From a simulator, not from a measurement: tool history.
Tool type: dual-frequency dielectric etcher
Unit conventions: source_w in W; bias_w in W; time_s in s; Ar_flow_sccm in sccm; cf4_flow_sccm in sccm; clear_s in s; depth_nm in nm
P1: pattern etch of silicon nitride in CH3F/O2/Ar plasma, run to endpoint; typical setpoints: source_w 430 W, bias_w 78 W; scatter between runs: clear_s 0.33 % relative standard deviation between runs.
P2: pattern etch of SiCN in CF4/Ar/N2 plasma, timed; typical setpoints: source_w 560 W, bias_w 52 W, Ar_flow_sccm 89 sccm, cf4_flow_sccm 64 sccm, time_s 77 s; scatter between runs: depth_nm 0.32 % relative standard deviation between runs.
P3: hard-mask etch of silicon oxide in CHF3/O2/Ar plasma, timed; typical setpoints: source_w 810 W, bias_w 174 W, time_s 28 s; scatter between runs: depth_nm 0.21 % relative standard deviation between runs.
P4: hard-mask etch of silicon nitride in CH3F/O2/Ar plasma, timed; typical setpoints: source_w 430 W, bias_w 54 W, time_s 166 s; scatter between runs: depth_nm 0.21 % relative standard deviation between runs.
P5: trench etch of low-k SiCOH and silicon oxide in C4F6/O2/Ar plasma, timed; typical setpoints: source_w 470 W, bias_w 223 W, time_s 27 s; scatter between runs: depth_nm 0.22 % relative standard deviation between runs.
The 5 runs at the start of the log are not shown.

{"run": 6, "hour": 26.1, "process": "P2", "source_w": 560, "bias_w": 52, "time_s": 77, "Ar_flow_sccm": 89, "cf4_flow_sccm": 86, "depth_nm": 77.024}
{"run": 7, "hour": 31.8, "process": "P5", "source_w": 470, "bias_w": 223, "time_s": 27, "depth_nm": 96.856}
{"run": 8, "hour": 36.9, "process": "P1", "source_w": 430, "bias_w": 78, "clear_s": 32.711}
{"run": 9, "hour": 41.7, "process": "P4", "source_w": 430, "bias_w": 36, "time_s": 166, "depth_nm": 95.902}
{"run": 10, "hour": 46.4, "process": "P5", "source_w": 470, "bias_w": 223, "time_s": 37, "depth_nm": 132.92}
{"run": 11, "hour": 52.0, "process": "P3", "source_w": 810, "bias_w": 174, "time_s": 16.5, "depth_nm": 36.175}
{"run": 12, "hour": 56.7, "process": "P4", "source_w": 430, "bias_w": 54, "time_s": 206, "depth_nm": 134.44}
{"run": 13, "hour": 61.0, "process": "P5", "source_w": 470, "bias_w": 223, "time_s": 27, "depth_nm": 96.84}
{"run": 14, "hour": 65.8, "process": "P1", "source_w": 590, "bias_w": 78, "clear_s": 29.07}
{"run": 15, "hour": 68.7, "process": "P4", "source_w": 430, "bias_w": 54, "time_s": 166, "depth_nm": 108.17}
{"run": 16, "hour": 74.8, "process": "P3", "source_w": 810, "bias_w": 231, "time_s": 28, "depth_nm": 67.449}
{"run": 17, "hour": 77.9, "process": "P2", "source_w": 440, "bias_w": 52, "time_s": 77, "Ar_flow_sccm": 89, "cf4_flow_sccm": 64, "depth_nm": 59.136}
{"hour": 81.2, "done": "wet clean of the chamber"}
{"run": 18, "hour": 83.9, "process": "P3", "source_w": 660, "bias_w": 174, "time_s": 28, "depth_nm": 56.711}
{"run": 19, "hour": 87.4, "process": "P1", "source_w": 550, "bias_w": 107, "clear_s": 26.578}
{"run": 20, "hour": 92.5, "process": "P1", "source_w": 430, "bias_w": 78, "clear_s": 32.783}
{"run": 21, "hour": 95.6, "process": "P5", "source_w": 470, "bias_w": 276, "time_s": 27, "depth_nm": 103.76}
{"run": 22, "hour": 99.8, "process": "P2", "source_w": 560, "bias_w": 52, "time_s": 77, "Ar_flow_sccm": 67, "cf4_flow_sccm": 64, "depth_nm": 77.242}

Run 23 is up next; what results do you expect?
{"run": 23, "hour": 106.0, "process": "P5", "source_w": 640, "bias_w": 223, "time_s": 27, "depth_nm": "?"}

{"run 23": {"depth_nm": 109.28}}
